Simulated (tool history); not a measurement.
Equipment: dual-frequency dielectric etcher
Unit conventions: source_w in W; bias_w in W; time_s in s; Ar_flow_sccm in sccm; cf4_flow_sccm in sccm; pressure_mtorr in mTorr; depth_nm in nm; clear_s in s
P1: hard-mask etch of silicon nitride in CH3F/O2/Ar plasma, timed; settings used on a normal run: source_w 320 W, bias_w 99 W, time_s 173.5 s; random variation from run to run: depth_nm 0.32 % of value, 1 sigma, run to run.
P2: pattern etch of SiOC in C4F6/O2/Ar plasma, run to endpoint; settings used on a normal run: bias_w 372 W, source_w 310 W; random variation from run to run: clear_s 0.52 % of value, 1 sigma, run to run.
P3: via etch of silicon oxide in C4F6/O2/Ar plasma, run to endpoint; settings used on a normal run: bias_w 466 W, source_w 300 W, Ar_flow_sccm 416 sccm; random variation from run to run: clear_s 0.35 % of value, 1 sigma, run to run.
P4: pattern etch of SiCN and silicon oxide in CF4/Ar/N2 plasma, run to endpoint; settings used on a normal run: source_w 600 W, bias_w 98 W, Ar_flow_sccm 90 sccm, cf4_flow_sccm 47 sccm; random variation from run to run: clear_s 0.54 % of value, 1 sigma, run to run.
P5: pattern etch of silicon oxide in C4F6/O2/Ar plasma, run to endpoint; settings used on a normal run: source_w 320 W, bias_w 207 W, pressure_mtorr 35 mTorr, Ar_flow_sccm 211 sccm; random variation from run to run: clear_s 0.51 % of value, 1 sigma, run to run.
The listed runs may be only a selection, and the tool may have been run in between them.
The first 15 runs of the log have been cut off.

run	hour	process	source_w	bias_w	time_s	Ar_flow_sccm	cf4_flow_sccm	pressure_mtorr	hours since the last wet clean	hours since the last source power generator calibration	hours since the last bias power generator calibration	depth_nm	clear_s
16	188.8	P1	320	99	95.5				423.3	2053.6	2436.2	69.283	
17	199.6	P1	410	99	173.5				434.1	2064.4	2447	138.26	
18	215.8	P4	600	98		90	60		450.3	2080.6	2463.2		12.503
19	227.5	P3	300	466		416			462	2092.3	2474.9		26.993
20	238.3	P1	320	64	173.5				472.8	2103.1	2485.7	107.45	
# hour 246.6: bias power generator calibrated
21	247.2	P4	600	98		90	47		481.7	2112	0.6		12.871
22	256.3	P1	320	121	173.5				490.8	2121.1	9.7	135.85	
23	270.7	P5	400	207		211		35	505.2	2135.5	24.1		12.646
24	284.3	P5	320	207		211		35	518.8	2149.1	37.7		13.718
25	293	P1	320	99	173.5				527.5	2157.8	46.4	126.27	
26	309.3	P1	320	99	227				543.8	2174.1	62.7	164.78	
27	317.7	P2	310	372					552.2	2182.5	71.1		19.054
28	326	P5	320	134		211		35	560.5	2190.8	79.4		15.5
29	341.9	P1	320	99	173.5				576.4	2206.7	95.3	125.8	
30	357	P2	370	372					591.5	2221.8	110.4		17.973
31	371.2	P4	600	128		90	47		605.7	2236	124.6		11.639
32	389.4	P1	370	75	173.5				623.9	2254.2	142.8	119.95	
33	399.4	P1	320	99	173.5				633.9	2264.2	152.8	126.33	
34	408.4	P1	320	99	173.5				642.9	2273.2	161.8	125.05	
35	418.6	P1	320	99	173.5				653.1	2283.4	172	123.85	
36	430.4	P1	320	99	173.5				664.9	2295.2	183.8	124.67	
37	438.7	P1	320	99	173.5				673.2	2303.5	192.1	124.32	
38	451.6	P1	320	99	173.5				686.1	2316.4	205	123.71	

Run 39, settings as shown, results not yet in. Your forecast:
# hour 452: wet clean of the chamber
39	462.7	P1	320	99	173.5				10.8	2327.5	216.1	?	

For run 39 the tool returned depth_nm 123.48 nm.

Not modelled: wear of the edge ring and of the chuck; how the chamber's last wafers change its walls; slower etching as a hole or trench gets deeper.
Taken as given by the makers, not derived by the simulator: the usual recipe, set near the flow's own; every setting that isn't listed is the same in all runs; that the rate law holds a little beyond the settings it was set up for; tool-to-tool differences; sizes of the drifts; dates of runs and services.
